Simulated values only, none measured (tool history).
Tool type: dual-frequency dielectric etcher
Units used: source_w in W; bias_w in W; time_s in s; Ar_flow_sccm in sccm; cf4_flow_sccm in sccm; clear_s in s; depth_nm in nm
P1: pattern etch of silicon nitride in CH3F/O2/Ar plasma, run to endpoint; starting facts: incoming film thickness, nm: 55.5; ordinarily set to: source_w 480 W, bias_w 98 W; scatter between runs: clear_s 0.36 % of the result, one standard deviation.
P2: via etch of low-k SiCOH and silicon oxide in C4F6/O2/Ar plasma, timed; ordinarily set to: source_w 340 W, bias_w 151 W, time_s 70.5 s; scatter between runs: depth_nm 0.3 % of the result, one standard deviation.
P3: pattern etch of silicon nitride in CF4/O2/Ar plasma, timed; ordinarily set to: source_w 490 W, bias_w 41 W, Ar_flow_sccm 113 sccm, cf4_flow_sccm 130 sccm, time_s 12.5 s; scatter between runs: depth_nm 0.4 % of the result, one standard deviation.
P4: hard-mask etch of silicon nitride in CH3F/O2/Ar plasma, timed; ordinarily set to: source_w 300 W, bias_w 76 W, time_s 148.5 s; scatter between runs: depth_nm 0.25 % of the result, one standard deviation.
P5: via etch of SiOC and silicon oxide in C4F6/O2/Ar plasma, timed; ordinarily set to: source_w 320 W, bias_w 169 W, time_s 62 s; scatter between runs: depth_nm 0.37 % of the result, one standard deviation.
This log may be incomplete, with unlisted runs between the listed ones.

run,day,process,source_w,bias_w,time_s,Ar_flow_sccm,cf4_flow_sccm,clear_s,depth_nm
1,0.362,P1,480,98,,,,66.902,
2,0.771,P5,200,169,62,,,,52.927
3,1.146,P1,480,98,,,,66.185,
4,1.508,P1,680,98,,,,58.329,
5,1.712,P2,340,117,70.5,,,,166.12
6,2.025,P1,480,98,,,,66.573,
7,2.371,P4,300,76,148.5,,,,96.061
8,2.604,P2,340,151,70.5,,,,180.59
9,3.008,P3,490,41,12.5,150,130,,21.589
10,3.438,P4,370,76,148.5,,,,103.78
11,3.75,P1,480,128,,,,59.863,
12,4.021,P1,480,98,,,,66.414,
13,4.317,P5,320,109,62,,,,55.55
14,4.596,P2,340,151,46,,,,117.49
15,4.917,P3,490,41,12.5,113,130,,22.415
# day 5.117: wet clean of the chamber
16,5.325,P3,490,41,12.5,113,89,,21.183
17,5.583,P1,370,98,,,,73.774,
18,5.958,P5,320,169,62,,,,63.725
19,6.204,P1,480,98,,,,66.399,
20,6.429,P1,600,61,,,,71.498,
# day 6.65: bias power generator calibrated
21,6.696,P5,320,169,92,,,,94.431
22,7.121,P2,280,151,70.5,,,,167.08
23,7.325,P3,490,41,7.5,113,130,,13.399
24,7.533,P3,490,28,12.5,113,130,,19.606
25,7.942,P1,480,69,,,,74.638,
26,8.362,P1,480,98,,,,66.666,
27,8.642,P1,480,98,,,,66.747,
28,8.85,P5,320,169,62,,,,63.828

For run 29, what comes out?
29,9.146,P4,300,91,148.5,,,,?

{"run 29": {"depth_nm": 102.08}}
